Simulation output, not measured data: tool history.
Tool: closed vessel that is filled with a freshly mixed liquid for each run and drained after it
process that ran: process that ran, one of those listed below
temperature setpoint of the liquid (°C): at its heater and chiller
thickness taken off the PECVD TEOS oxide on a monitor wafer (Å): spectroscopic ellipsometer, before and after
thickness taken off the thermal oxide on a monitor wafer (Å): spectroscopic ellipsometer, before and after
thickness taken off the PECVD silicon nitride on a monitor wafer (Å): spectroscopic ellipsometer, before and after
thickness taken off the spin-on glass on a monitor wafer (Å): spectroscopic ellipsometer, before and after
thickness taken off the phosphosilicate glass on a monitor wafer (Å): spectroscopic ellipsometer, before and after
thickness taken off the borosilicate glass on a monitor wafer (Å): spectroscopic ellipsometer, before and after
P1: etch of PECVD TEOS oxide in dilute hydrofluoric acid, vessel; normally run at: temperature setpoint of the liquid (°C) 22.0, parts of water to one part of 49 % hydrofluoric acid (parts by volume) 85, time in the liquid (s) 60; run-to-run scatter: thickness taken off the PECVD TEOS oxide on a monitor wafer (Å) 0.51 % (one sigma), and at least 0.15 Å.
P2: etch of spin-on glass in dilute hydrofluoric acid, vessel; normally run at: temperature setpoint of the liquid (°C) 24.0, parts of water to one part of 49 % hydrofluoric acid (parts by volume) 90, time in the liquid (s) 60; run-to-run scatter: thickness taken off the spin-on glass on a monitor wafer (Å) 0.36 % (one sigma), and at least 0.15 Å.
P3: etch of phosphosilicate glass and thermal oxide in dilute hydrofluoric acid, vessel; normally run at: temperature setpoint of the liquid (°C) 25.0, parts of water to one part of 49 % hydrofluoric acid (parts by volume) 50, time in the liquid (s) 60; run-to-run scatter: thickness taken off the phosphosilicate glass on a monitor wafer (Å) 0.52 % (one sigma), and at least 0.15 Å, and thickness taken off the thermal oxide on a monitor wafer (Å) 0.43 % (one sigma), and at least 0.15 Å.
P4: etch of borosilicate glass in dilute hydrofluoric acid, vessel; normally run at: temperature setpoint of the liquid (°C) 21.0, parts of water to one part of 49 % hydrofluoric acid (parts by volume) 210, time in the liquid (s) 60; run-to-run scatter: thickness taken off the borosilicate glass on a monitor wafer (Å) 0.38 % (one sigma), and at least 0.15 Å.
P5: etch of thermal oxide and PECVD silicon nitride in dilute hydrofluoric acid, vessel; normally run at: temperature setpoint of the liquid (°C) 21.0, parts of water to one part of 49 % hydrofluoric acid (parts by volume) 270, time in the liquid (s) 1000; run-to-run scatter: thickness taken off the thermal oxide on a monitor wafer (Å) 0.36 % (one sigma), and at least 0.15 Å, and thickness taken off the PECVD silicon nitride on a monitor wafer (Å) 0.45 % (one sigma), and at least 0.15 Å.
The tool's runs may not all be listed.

run   hour  process that ran  temperature setpoint of the liquid (°C)  parts of water to one part of 49 % hydrofluoric acid (parts by volume)  time in the liquid (s)  hours since the thermometer was replaced  hours since the hydrofluoric acid flow meter was replaced  thickness taken off the PECVD TEOS oxide on a monitor wafer (Å)  thickness taken off the thermal oxide on a monitor wafer (Å)  thickness taken off the PECVD silicon nitride on a monitor wafer (Å)  thickness taken off the spin-on glass on a monitor wafer (Å)  thickness taken off the phosphosilicate glass on a monitor wafer (Å)  thickness taken off the borosilicate glass on a monitor wafer (Å)
  1   11.6                P1                                     22.0                                                                      85                      60                                     586.0                                                     1814.1                                                           69.484
  2   23.6                P1                                     18.5                                                                      50                      60                                     598.0                                                     1826.1                                                          107.710
  3   32.3                P1                                     18.0                                                                      85                      60                                     606.7                                                     1834.8                                                           59.314
  4   43.1                P5                                     21.0                                                                     165                    1000                                     617.5                                                     1845.6                                                                                                                        235.120                                                               120.650
  5   57.8                P2                                     24.0                                                                     145                      60                                     632.2                                                     1860.3                                                                                                                                                                                                                                                             156.76
  6   68.7                P5                                     21.0                                                                     270                    1575                                     643.1                                                     1871.2                                                                                                                        202.960                                                               118.670
  7   77.8                P2                                     24.0                                                                      90                      60                                     652.2                                                     1880.3                                                                                                                                                                                                                                                             270.99
  8   92.1                P1                                     22.0                                                                     125                      60                                     666.5                                                     1894.6                                                           45.739
  9  106.7                P2                                     24.0                                                                      90                      60                                     681.1                                                     1909.2                                                                                                                                                                                                                                                             270.52
 10  118.0                P1                                     25.0                                                                     140                      60                                     692.4                                                     1920.5                                                           44.506
 11  130.4                P1                                     22.0                                                                      85                      60                                     704.8                                                     1932.9                                                           70.611
 12  146.1                P3                                     25.0                                                                      50                      60                                     720.5                                                     1948.6                                                                                                                         62.924                                                                                                                                                                                                    887.57
 13  163.6                P3                                     21.5                                                                      50                      60                                     738.0                                                     1966.1                                                                                                                         53.886                                                                                                                                                                                                    769.40
 14  180.8                P3                                     25.0                                                                      50                      30                                     755.2                                                     1983.3                                                                                                                         31.557                                                                                                                                                                                                    445.25
 15  189.8                P2                                     24.0                                                                      90                      30                                     764.2                                                     1992.3                                                                                                                                                                                                                                                             135.49
 16  205.0                P3                                     25.0                                                                      30                      60                                     779.4                                                     2007.5                                                                                                                        107.410                                                                                                                                                                                                   1532.40
 17  222.4                P1                                     22.0                                                                      85                      60                                     796.8                                                     2024.9                                                           70.655
 18  234.4                P5                                     21.0                                                                     270                    1000                                     808.8                                                     2036.9                                                                                                                        129.040                                                                74.860
 19  251.4                P4                                     17.0                                                                     210                      60                                     825.8                                                     2053.9                                                                                                                                                                                                                                                                                                                                                                                                      57.002
 20  260.7                P4                                     21.0                                                                     210                      30                                     835.1                                                     2063.2                                                                                                                                                                                                                                                                                                                                                                                                      32.968
 21  273.8                P1                                     22.0                                                                      85                      60                                     848.2                                                     2076.3                                                           70.113
 22  287.0                P1                                     22.0                                                                      85                      60                                     861.4                                                     2089.5                                                           70.009
 23  298.2                P1                                     22.0                                                                      50                      60                                     872.6                                                     2100.7                                                          123.640
 24  314.0                P4                                     21.0                                                                     210                      60                                     888.4                                                     2116.5                                                                                                                                                                                                                                                                                                                                                                                                      67.062
 25  323.9                P1                                     17.0                                                                      85                      95                                     898.3                                                     2126.4                                                           89.947
 26  336.4                P1                                     22.0                                                                      85                      30                                     910.8                                                     2138.9                                                           35.150
 27  347.3                P4                                     21.0                                                                      40                      60                                     921.7                                                     2149.8                                                                                                                                                                                                                                                                                                                                                                                                     420.450
 28  360.5                P1                                     27.0                                                                      85                      60                                     934.9                                                     2163.0                                                           84.947
 29  369.6                P5                                     25.5                                                                     270                    1000                                     944.0                                                     2172.1                                                                                                                        152.390                                                                99.271
 30  381.1                P1                                     22.0                                                                      85                     110                                     955.5                                                     2183.6                                                          127.760
 31  396.2                P2                                     17.0                                                                      90                      60                                     970.6                                                     2198.7                                                                                                                                                                                                                                                             204.28
 32  409.7                P1                                     22.0                                                                      85                      60                                     984.1                                                     2212.2                                                           70.468
 33  421.4                P1                                     22.0                                                                      85                      60                                     995.8                                                     2223.9                                                           71.599
 34  432.6                P1                                     22.0                                                                      85                      60                                    1007.0                                                     2235.1                                                           74.323
 35  442.8                P1                                     22.0                                                                      85                      60                                    1017.2                                                     2245.3                                                           74.446
 36  451.3                P1                                     22.0                                                                      85                      60                                    1025.7                                                     2253.8                                                           74.694
 37  468.6                P1                                     22.0                                                                      85                      60                                    1043.0                                                     2271.1                                                           75.149
 38  478.8                P1                                     22.0                                                                      85                      60                                    1053.2                                                     2281.3                                                           74.953

What P1 gives has crept away from where it was. These 2 causes fit the log equally well, each at the size given:
A: liquid hotter than its thermometer reads (K) = 1.68
B: hydrofluoric acid flow above the setpoint (%) = 6.34
The creep began at about hour 409.7.

4 check runs are offered, one wafer each, their results left as question marks. Which one tells the causes apart?
check 1  489.0                P4                                     21.0                                                                     210                      60                                                                                                                                                                                                                                                                                                                                                                                                                                                                                                                ?
check 2  489.0                P3                                     25.0                                                                      50                      60                                                                                                                                                                                                                                   ?                                                                                                                                                                                                         ?
check 3  489.0                P5                                     21.0                                                                     270                    1000                                                                                                                                                                                                                                   ?                                                                     ?
check 4  489.0                P2                                     24.0                                                                      90                      60                                                                                                                                                                                                                                                                                                                                                                       ?

What each check would give under each cause:
  check                                                                result     if A     if B
check 1     thickness taken off the borosilicate glass on a monitor wafer (Å)   70.894   71.663
check 2          thickness taken off the thermal oxide on a monitor wafer (Å)   67.026   66.850
check 2  thickness taken off the phosphosilicate glass on a monitor wafer (Å)   951.94   949.44
check 3          thickness taken off the thermal oxide on a monitor wafer (Å)  137.570  139.750
check 3  thickness taken off the PECVD silicon nitride on a monitor wafer (Å)   83.333   79.592
check 4          thickness taken off the spin-on glass on a monitor wafer (Å)   289.29   289.78
How far apart the two closest causes lie, in the result that separates them most: check 1 1.08 %; check 2 0.26 %; check 3 4.59 %; check 4 0.17 %
Check 3 tells the causes apart: in the others they would give nearly the same result.

Check 3 was then run and gave: thickness taken off the thermal oxide on a monitor wafer (Å) 136.670; thickness taken off the PECVD silicon nitride on a monitor wafer (Å) 83.733. Which cause is it?

It is A: liquid hotter than its thermometer reads (K).
